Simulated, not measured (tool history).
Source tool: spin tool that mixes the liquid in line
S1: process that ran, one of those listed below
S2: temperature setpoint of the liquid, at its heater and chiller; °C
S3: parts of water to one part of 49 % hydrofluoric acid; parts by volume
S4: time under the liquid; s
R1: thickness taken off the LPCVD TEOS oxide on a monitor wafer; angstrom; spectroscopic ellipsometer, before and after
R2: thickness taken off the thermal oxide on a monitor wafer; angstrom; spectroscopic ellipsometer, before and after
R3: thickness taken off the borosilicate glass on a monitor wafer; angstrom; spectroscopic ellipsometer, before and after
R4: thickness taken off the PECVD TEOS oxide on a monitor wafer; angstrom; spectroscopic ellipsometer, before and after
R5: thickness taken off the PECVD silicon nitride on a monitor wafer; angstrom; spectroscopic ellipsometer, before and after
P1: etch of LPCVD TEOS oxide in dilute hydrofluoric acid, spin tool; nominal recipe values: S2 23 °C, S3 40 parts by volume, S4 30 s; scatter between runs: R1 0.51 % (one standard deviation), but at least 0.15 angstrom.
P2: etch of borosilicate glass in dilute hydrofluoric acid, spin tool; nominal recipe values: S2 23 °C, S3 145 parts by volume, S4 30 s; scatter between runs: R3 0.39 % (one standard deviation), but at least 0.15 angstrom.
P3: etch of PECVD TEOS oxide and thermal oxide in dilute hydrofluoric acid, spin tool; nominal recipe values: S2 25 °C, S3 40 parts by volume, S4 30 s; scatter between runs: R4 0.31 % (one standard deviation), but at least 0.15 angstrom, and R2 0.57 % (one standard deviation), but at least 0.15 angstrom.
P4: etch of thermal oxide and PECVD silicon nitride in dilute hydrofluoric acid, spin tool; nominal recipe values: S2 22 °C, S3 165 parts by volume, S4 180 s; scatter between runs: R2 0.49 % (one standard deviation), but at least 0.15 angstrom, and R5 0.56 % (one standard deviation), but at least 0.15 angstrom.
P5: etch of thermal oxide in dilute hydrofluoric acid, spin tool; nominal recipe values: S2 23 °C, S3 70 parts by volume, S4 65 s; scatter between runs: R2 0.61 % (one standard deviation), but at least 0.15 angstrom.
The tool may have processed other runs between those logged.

run 1 day=0.138 | S1=P1 S2=23 S3=40 S4=30 | R1=407.38
run 2 day=0.262 | S1=P5 S2=23 S3=70 S4=15 | R2=10.772
run 3 day=0.379 | S1=P2 S2=27 S3=145 S4=30 | R3=62.997
run 4 day=0.496 | S1=P3 S2=25 S3=40 S4=30 | R2=40.354 R4=79.389
run 5 day=0.583 | S1=P1 S2=28 S3=40 S4=30 | R1=497.18
run 6 day=0.758 | S1=P1 S2=23 S3=20 S4=30 | R1=837.64
run 7 day=0.85 | S1=P1 S2=23 S3=40 S4=30 | R1=407.63
run 8 day=0.942 | S1=P5 S2=23 S3=70 S4=65 | R2=47.1
run 9 day=1.025 | S1=P1 S2=19 S3=20 S4=30 | R1=703.2
run 10 day=1.138 | S1=P4 S2=22 S3=165 S4=180 | R2=43.366 R5=40.932
run 11 day=1.271 | S1=P1 S2=23 S3=40 S4=30 | R1=410.51
run 12 day=1.442 | S1=P5 S2=31 S3=70 S4=65 | R2=64.345
run 13 day=1.554 | S1=P3 S2=25 S3=40 S4=60 | R2=81.054 R4=158.45
run 14 day=1.642 | S1=P1 S2=23 S3=55 S4=45 | R1=431.57
run 15 day=1.762 | S1=P3 S2=25 S3=70 S4=30 | R2=22.051 R4=43.606
run 16 day=1.908 | S1=P1 S2=17 S3=40 S4=50 | R1=527.8
run 17 day=2.05 | S1=P2 S2=23 S3=145 S4=15 | R3=27.79
run 18 day=2.154 | S1=P4 S2=28 S3=165 S4=180 | R2=53.912 R5=59.327
run 19 day=2.304 | S1=P1 S2=23 S3=40 S4=45 | R1=610
run 20 day=2.471 | S1=P1 S2=23 S3=40 S4=30 | R1=404.22
run 21 day=2.55 | S1=P2 S2=23 S3=145 S4=30 | R3=54.471
run 22 day=2.704 | S1=P3 S2=29 S3=40 S4=30 | R2=47.593 R4=93.269
run 23 day=2.858 | S1=P2 S2=23 S3=65 S4=30 | R3=133.3
run 24 day=2.958 | S1=P1 S2=17 S3=40 S4=30 | R1=315.21
run 25 day=3.079 | S1=P4 S2=22 S3=165 S4=15 | R2=3.7116 R5=3.4955
run 26 day=3.204 | S1=P4 S2=22 S3=165 S4=180 | R2=43.704 R5=41.161
run 27 day=3.296 | S1=P5 S2=23 S3=40 S4=65 | R2=84.068
run 28 day=3.388 | S1=P1 S2=23 S3=40 S4=15 | R1=202.43
run 29 day=3.471 | S1=P4 S2=22 S3=40 S4=180 | R2=207.29 R5=163.43
run 30 day=3.608 | S1=P1 S2=23 S3=60 S4=30 | R1=264.28
run 31 day=3.696 | S1=P1 S2=23 S3=40 S4=30 | R1=405.87
run 32 day=3.825 | S1=P1 S2=23 S3=40 S4=30 | R1=423.11
run 33 day=3.962 | S1=P1 S2=23 S3=40 S4=30 | R1=431.16
run 34 day=4.133 | S1=P1 S2=23 S3=40 S4=30 | R1=438.78
run 35 day=4.242 | S1=P1 S2=23 S3=40 S4=30 | R1=443.99
run 36 day=4.375 | S1=P1 S2=23 S3=40 S4=30 | R1=441.52
run 37 day=4.45 | S1=P1 S2=23 S3=40 S4=30 | R1=439.78
run 38 day=4.567 | S1=P1 S2=23 S3=40 S4=30 | R1=441.33

What P1 gives has crept off from where it sat before. The 2 causes that follow fit the log equally well, each at the size noted:
A: hydrofluoric acid flow above the setpoint (%) = 8.53
B: liquid hotter than its thermometer reads (K) = 2.08
The process output started creeping at around day 3.696.

4 check runs are offered, one wafer each, their results left as question marks. Which one tells the causes apart?
run check 1 day=4.683 | S1=P5 S2=30.5 S3=40 S4=65 | R2=?
run check 2 day=4.683 | S1=P4 S2=25.5 S3=165 S4=180 | R2=? R5=?
run check 3 day=4.683 | S1=P3 S2=25 S3=70 S4=50 | R2=? R4=?
run check 4 day=4.683 | S1=P2 S2=23 S3=85 S4=15 | R3=?

If the cause were each of the candidates in turn, the checks would give the following:
check=check_1 result=R2 if_A=124.97 if_B=124.31
check=check_2 result=R2 if_A=54.534 if_B=53.432
check=check_2 result=R5 if_A=55.373 if_B=58.146
check=check_3 result=R2 if_A=40.399 if_B=40.146
check=check_3 result=R4 if_A=79.151 if_B=78.656
check=check_4 result=R3 if_A=54.617 if_B=54.247
Gap, in per cent, between the two causes that each check separates least, read from the result that separates them most: check 1 0.53 %; check 2 4.89 %; check 3 0.63 %; check 4 0.68 %
Check 2 is the one run that separates the causes; every other check would come out nearly the same whichever cause is at work.

With check 2 done, the readings were: R2 53.013 angstrom; R5 58.542 angstrom. Identify which of the listed causes applies.

It is B: liquid hotter than its thermometer reads (K).

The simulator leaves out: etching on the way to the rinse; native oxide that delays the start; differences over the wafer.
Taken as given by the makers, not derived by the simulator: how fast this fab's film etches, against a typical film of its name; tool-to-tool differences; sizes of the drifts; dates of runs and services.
